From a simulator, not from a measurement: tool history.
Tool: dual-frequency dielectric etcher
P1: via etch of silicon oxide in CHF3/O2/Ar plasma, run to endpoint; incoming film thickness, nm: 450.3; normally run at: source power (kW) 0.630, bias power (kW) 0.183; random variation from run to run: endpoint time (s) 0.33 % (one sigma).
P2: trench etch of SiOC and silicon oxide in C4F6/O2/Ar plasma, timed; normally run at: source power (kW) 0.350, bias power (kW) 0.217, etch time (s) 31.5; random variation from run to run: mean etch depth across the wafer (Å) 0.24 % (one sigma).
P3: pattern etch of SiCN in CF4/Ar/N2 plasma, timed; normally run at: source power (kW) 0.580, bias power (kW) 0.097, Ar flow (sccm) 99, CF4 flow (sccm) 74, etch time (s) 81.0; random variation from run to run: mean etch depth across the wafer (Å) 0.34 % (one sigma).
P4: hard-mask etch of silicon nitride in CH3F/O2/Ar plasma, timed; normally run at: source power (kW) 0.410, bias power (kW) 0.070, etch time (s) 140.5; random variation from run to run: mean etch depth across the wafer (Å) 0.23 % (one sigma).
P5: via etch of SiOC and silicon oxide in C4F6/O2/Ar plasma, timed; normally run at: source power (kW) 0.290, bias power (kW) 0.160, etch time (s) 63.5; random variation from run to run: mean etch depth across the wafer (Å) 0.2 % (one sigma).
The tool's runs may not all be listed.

run	day	process that ran	source power (kW)	bias power (kW)	Ar flow (sccm)	CF4 flow (sccm)	etch time (s)	hours since the last wet clean	hours since the last source power generator calibration	hours since the last bias power generator calibration	endpoint time (s)	mean etch depth across the wafer (Å)
1	0.358	P1	0.630	0.183				272.4	2871.8	1061.9	216.48	
2	0.746	P1	0.510	0.110				281.7	2881.1	1071.2	278.37	
3	1.292	P3	0.580	0.097	99	74	81.0	294.8	2894.2	1084.3		933.67
4	1.950	P1	0.630	0.250				310.6	2910.0	1100.1	193.42	
5	2.521	P1	0.630	0.133				324.3	2923.7	1113.8	238.85	
6	2.833	P3	0.580	0.097	59	74	81.0	331.8	2931.2	1121.3		998.25
7	3.421	P3	0.580	0.097	99	58	81.0	345.9	2945.3	1135.4		898.36
8	4.071	P1	0.480	0.183				361.5	2960.9	1151.0	240.01	
9	4.683	P5	0.370	0.160			63.5	376.2	2975.6	1165.7		707.46
10	5.208	P4	0.410	0.089			140.5	388.8	2988.2	1178.3		1078.20
11	5.700	P1	0.630	0.183				400.6	3000.0	1190.1	215.23	
12	6.188	P2	0.350	0.217			31.5	412.3	3011.7	1201.8		624.71
13	6.767	P3	0.580	0.097	99	74	81.0	426.2	3025.6	1215.7		936.85
14	7.362	P5	0.290	0.160			63.5	440.5	3039.9	1230.0		645.41
# day 7.596: bias power generator calibrated
15	8.004	P4	0.410	0.070			140.5	455.9	3055.3	9.9		994.62
16	8.671	P3	0.580	0.097	99	74	113.5	471.9	3071.3	25.9		1311.30
17	9.088	P3	0.580	0.057	99	74	81.0	481.9	3081.3	35.9		780.26
18	9.571	P1	0.520	0.121				493.5	3092.9	47.5	268.24	
19	9.971	P2	0.350	0.217			41.5	503.1	3102.5	57.1		825.07
20	10.454	P1	0.630	0.183				514.7	3114.1	68.7	217.76	
21	11.117	P4	0.550	0.070			140.5	530.6	3130.0	84.6		1112.90
22	11.521	P1	0.850	0.238				540.3	3139.7	94.3	176.28	
23	12.154	P5	0.290	0.160			63.5	555.5	3154.9	109.5		644.23
24	12.800	P2	0.350	0.217			31.5	571.0	3170.4	125.0		622.59
25	13.504	P4	0.410	0.070			140.5	587.9	3187.3	141.9		996.13
26	14.138	P1	0.630	0.183				603.1	3202.5	157.1	216.87	
27	14.696	P5	0.290	0.160			35.5	616.5	3215.9	170.5		360.46
28	15.067	P2	0.350	0.127			31.5	625.4	3224.8	179.4		526.71
29	15.638	P1	0.830	0.183				639.1	3238.5	193.1	195.26	
30	16.025	P1	0.630	0.183				648.4	3247.8	202.4	216.77	
31	16.629	P2	0.200	0.217			31.5	662.9	3262.3	216.9		504.93
32	17.025	P4	0.410	0.070			81.5	672.4	3271.8	226.4		576.39
33	17.479	P3	0.430	0.097	99	74	81.0	683.3	3282.7	237.3		723.39
34	18.012	P5	0.290	0.225			63.5	696.1	3295.5	250.1		720.09
35	18.588	P1	0.630	0.183				709.9	3309.3	263.9	217.21	
36	19.079	P1	0.630	0.183				721.7	3321.1	275.7	219.82	
37	19.508	P1	0.630	0.183				732.0	3331.4	286.0	218.81	
38	20.204	P1	0.630	0.183				748.7	3348.1	302.7	220.67	
39	20.596	P1	0.630	0.183				758.1	3357.5	312.1	220.75	
# day 20.746: wet clean of the chamber
40	20.917	P1	0.630	0.183				4.1	3365.2	319.8	220.15	
41	21.371	P1	0.630	0.183				15.0	3376.1	330.7	221.03	
42	21.921	P1	0.630	0.183				28.2	3389.3	343.9	219.63	
43	22.292	P1	0.630	0.183				37.1	3398.2	352.8	220.37	

What P1 gives has crept away from where it was. These 2 causes fit the log equally well, each at the size given:
A: source power that arrives under what is set, % = 4.23
B: bias power that arrives under what is set, % = 4.82
The creep began at about day 18.588.
Why every other cause is out:
chamber walls in a state that lowers the etch rate, %: serviced at day 20.746, which brought nothing back

4 check runs are offered, each on 2 wafers whose results are averaged, their results left as question marks. Which one tells the causes apart?
check 1	22.662	P3	0.580	0.062	99	74	81.0					?
check 2	22.662	P5	0.290	0.199			52.0					?
check 3	22.662	P4	0.520	0.084			140.5					?
check 4	22.662	P2	0.240	0.181			31.5					?

What each check would give under each cause:
check	result	if A	if B
check 1	mean etch depth across the wafer (Å)	771.25	788.62
check 2	mean etch depth across the wafer (Å)	557.23	557.24
check 3	mean etch depth across the wafer (Å)	1139.40	1138.50
check 4	mean etch depth across the wafer (Å)	499.53	499.76
How far apart the two closest causes lie, in the result that separates them most: check 1 2.23 %; check 2 0 %; check 3 0.08 %; check 4 0.05 %
Only check 1 tells the causes apart: in the others they would give nearly the same result.

Then check 1 was run and gave: mean etch depth across the wafer (Å) 771.42. Which cause is it?

It is A: source power that arrives under what is set, %.
